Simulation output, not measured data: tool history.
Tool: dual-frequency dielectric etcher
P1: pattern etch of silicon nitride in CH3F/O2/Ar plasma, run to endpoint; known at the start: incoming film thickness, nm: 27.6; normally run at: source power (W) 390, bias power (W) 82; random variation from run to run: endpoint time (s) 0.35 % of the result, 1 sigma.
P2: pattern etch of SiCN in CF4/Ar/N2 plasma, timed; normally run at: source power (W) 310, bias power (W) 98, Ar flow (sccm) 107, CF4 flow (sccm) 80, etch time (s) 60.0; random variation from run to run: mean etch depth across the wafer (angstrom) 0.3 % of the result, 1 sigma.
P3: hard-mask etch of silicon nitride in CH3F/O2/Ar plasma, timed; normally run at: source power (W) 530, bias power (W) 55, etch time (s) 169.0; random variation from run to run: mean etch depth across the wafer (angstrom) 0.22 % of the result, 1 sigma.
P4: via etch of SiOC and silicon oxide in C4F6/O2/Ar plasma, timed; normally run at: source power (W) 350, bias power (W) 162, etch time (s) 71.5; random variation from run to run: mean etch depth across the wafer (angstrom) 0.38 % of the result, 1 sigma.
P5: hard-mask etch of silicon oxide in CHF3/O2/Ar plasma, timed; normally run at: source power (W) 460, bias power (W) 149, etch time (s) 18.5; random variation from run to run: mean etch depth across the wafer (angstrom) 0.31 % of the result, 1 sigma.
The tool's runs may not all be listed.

run	hour	process that ran	source power (W)	bias power (W)	etch time (s)	Ar flow (sccm)	CF4 flow (sccm)	hours since the last wet clean	hours since the last source power generator calibration	hours since the last bias power generator calibration	endpoint time (s)	mean etch depth across the wafer (angstrom)
1	12.0	P1	390	82				60.9	860.7	553.9	39.088	
2	23.6	P4	350	162	92.5			72.5	872.3	565.5		954.61
3	37.8	P2	310	98	60.0	107	105	86.7	886.5	579.7		444.75
4	46.3	P1	540	60				95.2	895.0	588.2	38.270	
5	58.2	P3	530	44	169.0			107.1	906.9	600.1		1100.20
6	71.6	P1	390	82				120.5	920.3	613.5	38.925	
7	83.1	P3	530	55	96.5			132.0	931.8	625.0		676.10
8	92.4	P4	350	162	71.5			141.3	941.1	634.3		739.03
9	105.9	P1	280	82				154.8	954.6	647.8	43.978	
10	120.5	P4	350	162	71.5			169.4	969.2	662.4		739.61
11	135.3	P5	460	149	23.5			184.2	984.0	677.2		392.33
12	142.3	P3	530	55	169.0			191.2	991.0	684.2		1171.10
13	152.7	P1	390	108				201.6	1001.4	694.6	35.285	
14	164.0	P1	390	82				212.9	1012.7	705.9	38.915	
15	177.6	P4	350	212	71.5			226.5	1026.3	719.5		807.50
16	191.4	P1	480	82				240.3	1040.1	733.3	36.197	
17	201.8	P3	530	55	169.0			250.7	1050.5	743.7		1178.90
18	209.8	P2	420	98	60.0	107	80	258.7	1058.5	751.7		560.28
19	216.5	P4	480	162	71.5			265.4	1065.2	758.4		834.44
20	223.1	P1	390	82				272.0	1071.8	765.0	39.213	
21	236.8	P3	670	55	169.0			285.7	1085.5	778.7		1288.80
22	250.9	P2	310	98	60.0	107	80	299.8	1099.6	792.8		430.56
23	262.6	P2	310	64	60.0	107	80	311.5	1111.3	804.5		369.18
24	274.3	P1	390	62				323.2	1123.0	816.2	42.770	
25	288.1	P2	310	98	40.5	107	80	337.0	1136.8	830.0		290.33
26	298.9	P5	630	149	18.5			347.8	1147.6	840.8		347.09
27	313.5	P5	460	149	18.5			362.4	1162.2	855.4		310.19
28	328.3	P1	390	82				377.2	1177.0	870.2	39.138	
29	343.4	P1	390	82				392.3	1192.1	885.3	39.312	
30	356.7	P5	460	98	18.5			405.6	1205.4	898.6		270.07
31	370.7	P2	310	98	60.0	151	80	419.6	1219.4	912.6		410.69
32	377.8	P1	390	82				426.7	1226.5	919.7	39.073	
33	390.4	P1	390	82				439.3	1239.1	932.3	39.371	
34	397.7	P1	390	82				446.6	1246.4	939.6	39.683	
35	404.5	P1	390	82				453.4	1253.2	946.4	39.768	
# hour 413.3: wet clean of the chamber
36	415.2	P1	390	82				1.9	1263.9	957.1	39.664	
37	427.7	P1	390	82				14.4	1276.4	969.6	39.667	
38	437.1	P1	390	82				23.8	1285.8	979.0	39.660	

What P1 gives has crept away from where it was. These 2 causes fit the log equally well, each at the size given:
A: bias power that arrives under what is set, % = 4.82
B: source power that arrives under what is set, % = 4.51
The creep began at about hour 377.8.
Why every other cause is out:
chamber walls in a state that lowers the etch rate, %: serviced at hour 413.3, which brought nothing back

4 check runs are offered, one wafer each, their results left as question marks. Which one tells the causes apart?
check 1	446.5	P3	610	46	169.0							?
check 2	446.5	P4	350	162	84.5							?
check 3	446.5	P5	460	121	18.5							?
check 4	446.5	P2	310	65	60.0	107	80					?

What each check would give under each cause:
check	result	if A	if B
check 1	mean etch depth across the wafer (angstrom)	1160.80	1156.20
check 2	mean etch depth across the wafer (angstrom)	861.58	859.59
check 3	mean etch depth across the wafer (angstrom)	284.17	283.45
check 4	mean etch depth across the wafer (angstrom)	364.33	355.84
How far apart the two closest causes lie, in the result that separates them most: check 1 0.39 %; check 2 0.23 %; check 3 0.25 %; check 4 2.36 %
Only check 4 tells the causes apart: in the others they would give nearly the same result.

Check 4 was then run and gave: mean etch depth across the wafer (angstrom) 363.74. Which cause is it?

It is A: bias power that arrives under what is set, %.

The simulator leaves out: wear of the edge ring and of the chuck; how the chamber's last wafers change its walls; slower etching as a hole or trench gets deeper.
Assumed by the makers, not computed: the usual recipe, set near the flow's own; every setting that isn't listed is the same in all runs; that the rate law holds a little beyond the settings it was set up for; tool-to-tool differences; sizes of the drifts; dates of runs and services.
